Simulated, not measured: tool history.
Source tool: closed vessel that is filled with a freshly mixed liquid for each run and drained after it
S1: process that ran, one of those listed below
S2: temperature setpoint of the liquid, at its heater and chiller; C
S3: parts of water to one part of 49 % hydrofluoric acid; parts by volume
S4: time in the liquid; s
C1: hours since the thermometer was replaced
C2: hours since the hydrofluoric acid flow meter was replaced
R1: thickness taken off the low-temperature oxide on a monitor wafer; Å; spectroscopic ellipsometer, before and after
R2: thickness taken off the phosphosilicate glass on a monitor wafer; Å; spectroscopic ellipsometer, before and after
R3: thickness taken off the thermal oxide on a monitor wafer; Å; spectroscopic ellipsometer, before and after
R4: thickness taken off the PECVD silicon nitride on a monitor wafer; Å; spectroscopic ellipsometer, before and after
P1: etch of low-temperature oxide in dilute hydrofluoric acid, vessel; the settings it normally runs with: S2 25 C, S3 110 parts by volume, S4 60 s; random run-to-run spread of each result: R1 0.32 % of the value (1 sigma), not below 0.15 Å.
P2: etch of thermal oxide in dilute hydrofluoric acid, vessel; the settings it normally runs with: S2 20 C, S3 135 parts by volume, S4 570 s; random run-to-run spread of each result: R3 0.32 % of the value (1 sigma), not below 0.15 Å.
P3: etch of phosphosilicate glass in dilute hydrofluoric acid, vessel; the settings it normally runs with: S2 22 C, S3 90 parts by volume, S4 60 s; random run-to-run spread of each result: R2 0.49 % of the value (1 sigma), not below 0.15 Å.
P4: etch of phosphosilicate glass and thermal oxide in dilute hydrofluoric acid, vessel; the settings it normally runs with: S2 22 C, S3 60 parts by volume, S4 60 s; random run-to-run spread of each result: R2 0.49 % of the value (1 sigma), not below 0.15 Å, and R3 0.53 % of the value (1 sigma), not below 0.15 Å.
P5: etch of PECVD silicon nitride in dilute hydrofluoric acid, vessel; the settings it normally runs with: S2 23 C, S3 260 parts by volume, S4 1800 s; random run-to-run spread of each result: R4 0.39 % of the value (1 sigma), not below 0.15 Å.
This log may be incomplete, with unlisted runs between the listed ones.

run	day	S1	S2	S3	S4	C1	C2	R1	R2	R3	R4
1	0.271	P1	25	110	60	944.5	1038.2	114.37			
2	0.646	P4	17.5	60	60	953.5	1047.2		1067.4	38.922	
3	0.962	P5	23	465	1800	961.1	1054.8				71.382
4	1.175	P1	25	110	100	966.2	1059.9	192.21			
5	1.462	P3	22	90	60	973.1	1066.8		1219.8		
6	1.833	P5	18.5	260	1800	982	1075.7				94.814
7	2.246	P5	23	260	1800	991.9	1085.6				126.75
# day 2.258: hydrofluoric acid flow meter replaced
8	2.458	P4	22	90	60	997	4.9		832.94	30.093	
9	2.721	P5	23	260	1800	1003.3	11.2				126.34
10	2.967	P5	23	260	3190	1009.2	17.1				223.11
11	3.275	P4	22	60	60	1016.6	24.5		1277.6	46.392	
12	3.633	P2	20	135	570	1025.2	33.1			174.14	
13	3.996	P3	29.5	90	60	1033.9	41.8		1643.4		
14	4.433	P1	25	110	60	1044.4	52.3	115.09			
15	4.65	P1	25	110	60	1049.6	57.5	115.29			
16	5.075	P1	19.5	110	60	1059.8	67.7	92.385			
17	5.354	P1	28.5	110	35	1066.5	74.4	76.426			
18	5.571	P2	20	50	570	1071.7	79.6			516.62	
19	5.95	P3	22	90	110	1080.8	88.7		2228.1		
20	6.2	P2	17	135	570	1086.8	94.7			152.92	
21	6.5	P1	25	110	30	1094	101.9	57.956			
22	6.862	P1	25	110	60	1102.7	110.6	114.85			
23	7.175	P2	20	135	820	1110.2	118.1			249.62	
24	7.388	P3	22	45	60	1115.3	123.2		2599		
25	7.621	P1	25	110	60	1120.9	128.8	115.15			
26	8.012	P1	17.5	25	60	1130.3	138.2	410.96			
27	8.283	P1	25	155	60	1136.8	144.7	77.682			
28	8.483	P1	28.5	110	60	1141.6	149.5	131.87			
29	8.854	P1	25	40	60	1150.5	158.4	346.73			
30	9.275	P4	22	60	30	1160.6	168.5		643.76	23.252	
31	9.588	P1	25	110	60	1168.1	176	114.76			
32	9.9	P1	25	110	60	1175.6	183.5	114.7			
33	10.233	P1	25	110	60	1183.6	191.5	112.97			
34	10.483	P1	25	110	60	1189.6	197.5	110.74			
35	10.883	P1	25	110	60	1199.2	207.1	109.33			
36	11.083	P1	25	110	60	1204	211.9	108.82			
37	11.488	P1	25	110	60	1213.7	221.6	107.75			
38	11.708	P1	25	110	60	1219	226.9	107.11			
39	12.117	P1	25	110	60	1228.8	236.7	107.61			
40	12.412	P1	25	110	60	1235.9	243.8	107.12			
41	12.817	P1	25	110	60	1245.6	253.5	107.18			
42	13.029	P1	25	110	60	1250.7	258.6	106.78			
43	13.354	P1	25	110	60	1258.5	266.4	107.19			

The log shows P1 creeping away from where it was. Any of the 2 causes listed here, at the size stated for it, fits the log just as well as the others:
A: hydrofluoric acid flow below the setpoint (%) = 6.28
B: liquid colder than its thermometer reads (K) = 1.89
The gradual shift began around day 9.9.

Question marks stand in for the results of the 4 check runs listed below, each run on one wafer. Under which run would the listed causes show clearly different results?
check 1	13.679	P5	23	260	1800						?
check 2	13.679	P2	20	135	570					?	
check 3	13.679	P3	22	90	60				?		
check 4	13.679	P4	22	60	60				?	?	

Outcome of each check run for each possible cause:
check	result	if A	if B
check 1	R4	118.36	111.99
check 2	R3	161.46	161.11
check 3	R2	1134.7	1128.6
check 4	R2	1205.2	1194.2
check 4	R3	43.474	43.076
Per-check spread between the two closest causes, in the result where they differ most: check 1 5.53 %; check 2 0.22 %; check 3 0.54 %; check 4 0.92 %
Check 1 distinguishes between the causes, while the remaining checks would return nearly the same result for all of them.

Check 1 was carried out, with these results: R4 111.45 Å. Which of the listed causes is responsible?

B is the cause: liquid colder than its thermometer reads (K).

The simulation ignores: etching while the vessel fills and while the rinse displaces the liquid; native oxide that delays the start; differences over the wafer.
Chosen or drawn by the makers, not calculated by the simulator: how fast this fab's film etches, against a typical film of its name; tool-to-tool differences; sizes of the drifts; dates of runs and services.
